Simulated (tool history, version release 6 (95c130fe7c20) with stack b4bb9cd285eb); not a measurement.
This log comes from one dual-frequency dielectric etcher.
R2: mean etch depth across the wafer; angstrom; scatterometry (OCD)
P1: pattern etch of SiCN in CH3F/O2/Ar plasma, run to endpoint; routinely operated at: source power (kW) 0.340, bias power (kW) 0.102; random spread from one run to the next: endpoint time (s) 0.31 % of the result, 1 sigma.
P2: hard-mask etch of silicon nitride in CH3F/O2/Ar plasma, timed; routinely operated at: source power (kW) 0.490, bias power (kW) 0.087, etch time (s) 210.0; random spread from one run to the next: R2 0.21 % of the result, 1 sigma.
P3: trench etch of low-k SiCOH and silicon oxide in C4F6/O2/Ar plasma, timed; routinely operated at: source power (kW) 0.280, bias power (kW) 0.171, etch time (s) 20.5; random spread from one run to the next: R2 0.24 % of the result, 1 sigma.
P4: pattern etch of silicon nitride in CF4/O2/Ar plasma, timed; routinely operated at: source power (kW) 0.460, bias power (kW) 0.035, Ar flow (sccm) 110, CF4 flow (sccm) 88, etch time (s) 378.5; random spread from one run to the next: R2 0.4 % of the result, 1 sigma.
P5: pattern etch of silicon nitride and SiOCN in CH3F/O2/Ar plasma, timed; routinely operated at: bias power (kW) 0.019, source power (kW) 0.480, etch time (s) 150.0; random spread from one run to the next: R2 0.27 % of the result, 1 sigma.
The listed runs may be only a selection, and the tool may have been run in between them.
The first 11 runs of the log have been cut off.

run 12 hour=142.2 | process_that_ran=P2 source_power_(kW)=0.490 bias_power_(kW)=0.087 etch_time_(s)=160.5 | R2=1277.10
run 13 hour=150.0 | process_that_ran=P1 source_power_(kW)=0.430 bias_power_(kW)=0.066 | endpoint_time_(s)=15.584
run 14 hour=165.2 | process_that_ran=P1 source_power_(kW)=0.340 bias_power_(kW)=0.102 | endpoint_time_(s)=14.552
run 15 hour=182.0 | process_that_ran=P4 source_power_(kW)=0.460 bias_power_(kW)=0.035 etch_time_(s)=378.5 Ar_flow_(sccm)=87 CF4_flow_(sccm)=88 | R2=5793.30
run 16 hour=198.7 | process_that_ran=P1 source_power_(kW)=0.220 bias_power_(kW)=0.136 | endpoint_time_(s)=15.231
run 17 hour=208.0 | process_that_ran=P5 source_power_(kW)=0.480 bias_power_(kW)=0.019 etch_time_(s)=150.0 | R2=198.05
run 18 hour=221.1 | process_that_ran=P4 source_power_(kW)=0.460 bias_power_(kW)=0.035 etch_time_(s)=378.5 Ar_flow_(sccm)=110 CF4_flow_(sccm)=88 | R2=5589.90
run 19 hour=232.5 | process_that_ran=P1 source_power_(kW)=0.340 bias_power_(kW)=0.102 | endpoint_time_(s)=14.552
run 20 hour=243.3 | process_that_ran=P1 source_power_(kW)=0.460 bias_power_(kW)=0.083 | endpoint_time_(s)=14.039
run 21 hour=255.4 | process_that_ran=P1 source_power_(kW)=0.460 bias_power_(kW)=0.102 | endpoint_time_(s)=12.986
run 22 hour=266.9 | process_that_ran=P2 source_power_(kW)=0.490 bias_power_(kW)=0.087 etch_time_(s)=210.0 | R2=1674.30
run 23 hour=275.7 | process_that_ran=P2 source_power_(kW)=0.630 bias_power_(kW)=0.087 etch_time_(s)=210.0 | R2=1832.60
run 24 hour=289.9 | process_that_ran=P1 source_power_(kW)=0.270 bias_power_(kW)=0.102 | endpoint_time_(s)=15.890
run 25 hour=304.8 | process_that_ran=P4 source_power_(kW)=0.460 bias_power_(kW)=0.049 etch_time_(s)=378.5 Ar_flow_(sccm)=110 CF4_flow_(sccm)=88 | R2=6309.50
run 26 hour=319.9 | process_that_ran=P3 source_power_(kW)=0.280 bias_power_(kW)=0.171 etch_time_(s)=14.0 | R2=366.59
run 27 hour=336.5 | process_that_ran=P1 source_power_(kW)=0.340 bias_power_(kW)=0.102 | endpoint_time_(s)=14.516
-- hour=343.9 source power generator calibrated
run 28 hour=351.6 | process_that_ran=P1 source_power_(kW)=0.340 bias_power_(kW)=0.102 | endpoint_time_(s)=14.520

Forecast run 29:
run 29 hour=363.2 | process_that_ran=P4 source_power_(kW)=0.570 bias_power_(kW)=0.035 etch_time_(s)=378.5 Ar_flow_(sccm)=110 CF4_flow_(sccm)=88 | R2=?

Run 29 came out at R2 6792.30 angstrom.
